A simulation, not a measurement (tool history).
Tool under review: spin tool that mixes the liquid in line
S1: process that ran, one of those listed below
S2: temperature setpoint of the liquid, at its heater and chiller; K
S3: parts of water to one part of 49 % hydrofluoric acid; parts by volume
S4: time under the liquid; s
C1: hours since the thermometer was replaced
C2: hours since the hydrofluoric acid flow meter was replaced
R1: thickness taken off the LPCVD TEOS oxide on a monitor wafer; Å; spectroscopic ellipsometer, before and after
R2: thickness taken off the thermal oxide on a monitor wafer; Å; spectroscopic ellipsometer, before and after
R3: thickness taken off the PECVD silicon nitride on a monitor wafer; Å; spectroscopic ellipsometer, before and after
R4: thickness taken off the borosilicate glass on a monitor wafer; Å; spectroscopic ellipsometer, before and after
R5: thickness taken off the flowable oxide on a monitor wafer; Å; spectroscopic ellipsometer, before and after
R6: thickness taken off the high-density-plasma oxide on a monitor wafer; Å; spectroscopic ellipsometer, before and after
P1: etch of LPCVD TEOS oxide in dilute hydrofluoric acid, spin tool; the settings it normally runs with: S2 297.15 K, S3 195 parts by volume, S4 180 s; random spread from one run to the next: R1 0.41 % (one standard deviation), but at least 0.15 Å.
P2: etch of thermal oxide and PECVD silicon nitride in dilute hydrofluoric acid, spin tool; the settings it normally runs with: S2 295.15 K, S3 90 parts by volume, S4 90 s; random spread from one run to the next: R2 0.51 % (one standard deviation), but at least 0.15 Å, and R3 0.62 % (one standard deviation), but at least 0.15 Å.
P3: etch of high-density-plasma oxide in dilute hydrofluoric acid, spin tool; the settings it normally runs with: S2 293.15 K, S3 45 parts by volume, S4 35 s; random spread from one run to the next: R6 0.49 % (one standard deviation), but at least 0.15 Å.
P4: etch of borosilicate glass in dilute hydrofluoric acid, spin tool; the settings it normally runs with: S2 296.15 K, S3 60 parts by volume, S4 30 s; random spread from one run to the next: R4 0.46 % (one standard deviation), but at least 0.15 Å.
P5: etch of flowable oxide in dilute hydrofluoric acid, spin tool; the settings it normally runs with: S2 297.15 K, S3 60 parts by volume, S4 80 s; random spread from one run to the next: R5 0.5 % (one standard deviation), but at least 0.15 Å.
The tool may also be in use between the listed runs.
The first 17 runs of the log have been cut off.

run,hour,S1,S2,S3,S4,C1,C2,R1,R2,R3,R4,R5,R6
18,219.1,P1,297.15,280,180,1943.4,1240.1,213.550,,,,,
19,236.4,P5,297.15,60,15,1960.7,1257.4,,,,,99.371,
# hour 238.3: hydrofluoric acid flow meter replaced
20,250.6,P1,297.15,195,180,1974.9,12.4,332.490,,,,,
21,260.6,P2,295.15,90,175,1984.9,22.4,,86.922,74.205,,,
22,273.3,P1,293.15,195,180,1997.6,35.1,288.170,,,,,
23,287.1,P3,293.15,80,35,2011.4,48.9,,,,,,36.049
24,303.2,P3,290.15,45,35,2027.5,65.0,,,,,,58.868
25,312.3,P5,302.65,60,80,2036.6,74.1,,,,,666.050,
26,326.7,P3,293.15,45,35,2051.0,88.5,,,,,,67.015
27,342.5,P2,295.15,20,90,2066.8,104.3,,217.340,163.600,,,
28,356.6,P1,297.15,195,20,2080.9,118.4,37.274,,,,,
29,369.4,P4,296.15,95,30,2093.7,131.2,,,,152.80,,
30,380.1,P1,297.15,195,180,2104.4,141.9,333.470,,,,,
31,390.7,P1,297.15,195,180,2115.0,152.5,330.410,,,,,
32,399.1,P1,297.15,195,180,2123.4,160.9,328.570,,,,,
33,408.1,P1,297.15,195,180,2132.4,169.9,322.580,,,,,
34,416.0,P1,297.15,195,180,2140.3,177.8,319.980,,,,,
35,426.2,P1,297.15,195,180,2150.5,188.0,318.520,,,,,

What does the tool deliver on the next run?
36,439.5,P1,297.15,195,180,2163.8,201.3,?,,,,,

R1: 315.790 Å

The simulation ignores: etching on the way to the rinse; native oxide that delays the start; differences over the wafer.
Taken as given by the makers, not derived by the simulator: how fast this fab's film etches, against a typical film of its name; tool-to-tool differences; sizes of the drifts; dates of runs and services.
